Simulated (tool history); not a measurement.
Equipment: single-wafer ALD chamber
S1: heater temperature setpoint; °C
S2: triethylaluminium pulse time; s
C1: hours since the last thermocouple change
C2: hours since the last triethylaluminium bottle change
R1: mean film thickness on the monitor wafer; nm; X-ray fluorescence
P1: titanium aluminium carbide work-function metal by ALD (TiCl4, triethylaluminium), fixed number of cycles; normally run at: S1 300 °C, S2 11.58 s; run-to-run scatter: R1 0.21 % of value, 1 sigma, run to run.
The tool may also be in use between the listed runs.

{"run": 1, "hour": 6.3, "S1": 300, "S2": 11.58, "C1": 234.6, "C2": 367.9, "R1": 2.0316}
{"run": 2, "hour": 16.1, "S1": 300, "S2": 11.58, "C1": 244.4, "C2": 377.7, "R1": 2.0335}
{"run": 3, "hour": 22.3, "S1": 300, "S2": 11.58, "C1": 250.6, "C2": 383.9, "R1": 2.0432}
{"run": 4, "hour": 30.0, "S1": 321, "S2": 11.58, "C1": 258.3, "C2": 391.6, "R1": 2.2199}
{"run": 5, "hour": 34.7, "S1": 278, "S2": 11.58, "C1": 263, "C2": 396.3, "R1": 1.8394}
{"run": 6, "hour": 39.9, "S1": 300, "S2": 17.53, "C1": 268.2, "C2": 401.5, "R1": 2.0713}
{"run": 7, "hour": 50.4, "S1": 300, "S2": 11.58, "C1": 278.7, "C2": 412, "R1": 2.0272}
{"run": 8, "hour": 56.5, "S1": 281, "S2": 7.3, "C1": 284.8, "C2": 418.1, "R1": 1.7443}
{"run": 9, "hour": 62.6, "S1": 300, "S2": 11.58, "C1": 290.9, "C2": 424.2, "R1": 2.0302}
{"run": 10, "hour": 70.1, "S1": 300, "S2": 11.58, "C1": 298.4, "C2": 431.7, "R1": 2.0229}
{"run": 11, "hour": 77.7, "S1": 300, "S2": 6.15, "C1": 306, "C2": 439.3, "R1": 1.8321}
{"run": 12, "hour": 83.2, "S1": 300, "S2": 11.58, "C1": 311.5, "C2": 444.8, "R1": 2.0404}
{"run": 13, "hour": 93.3, "S1": 300, "S2": 11.58, "C1": 321.6, "C2": 454.9, "R1": 2.0196}
{"run": 14, "hour": 99.1, "S1": 300, "S2": 11.58, "C1": 327.4, "C2": 460.7, "R1": 2.0144}
{"run": 15, "hour": 108.8, "S1": 300, "S2": 11.58, "C1": 337.1, "C2": 470.4, "R1": 2.0023}
{"run": 16, "hour": 118.7, "S1": 300, "S2": 11.58, "C1": 347, "C2": 480.3, "R1": 1.9935}
{"run": 17, "hour": 128.3, "S1": 300, "S2": 11.58, "C1": 356.6, "C2": 489.9, "R1": 1.986}
{"run": 18, "hour": 134.2, "S1": 300, "S2": 11.58, "C1": 362.5, "C2": 495.8, "R1": 1.9961}
{"run": 19, "hour": 144.4, "S1": 300, "S2": 11.58, "C1": 372.7, "C2": 506, "R1": 1.9943}
{"run": 20, "hour": 153.9, "S1": 300, "S2": 11.58, "C1": 382.2, "C2": 515.5, "R1": 1.988}

P1 no longer gives what it gave before; its output has crept away from where it was. The following 2 causes, each at its listed size, fit the log equally well:
A: triethylaluminium dose below that of a fresh bottle (%) = 19.7
B: wafer temperature below the value expected at the setpoint (K) = 5.18
Onset of the creep was near hour 83.2.

Below are 4 check runs, each on a single wafer, with their results shown as question marks. Which of them would tell the listed causes apart, meaning the causes would give clearly different results under it?
{"run": "check 1", "hour": 163.4, "S1": 321, "S2": 11.58, "R1": "?"}
{"run": "check 2", "hour": 163.4, "S1": 317, "S2": 11.58, "R1": "?"}
{"run": "check 3", "hour": 163.4, "S1": 300, "S2": 6.56, "R1": "?"}
{"run": "check 4", "hour": 163.4, "S1": 310, "S2": 11.58, "R1": "?"}

Check results expected under each cause:
check=check_1 result=R1 if_A=2.1719 if_B=2.1754
check=check_2 result=R1 if_A=2.1368 if_B=2.1396
check=check_3 result=R1 if_A=1.7358 if_B=1.8153
check=check_4 result=R1 if_A=2.0757 if_B=2.0773
Separation of the two closest causes in each check, using whichever result separates them best: check 1 0.16 %; check 2 0.13 %; check 3 4.48 %; check 4 0.08 %
Only check 3 tells the causes apart: in the others they would give nearly the same result.

After running check 3, the following was obtained: R1 1.7327 nm. Which cause does this point to?

The correct cause is A, namely: triethylaluminium dose below that of a fresh bottle (%).
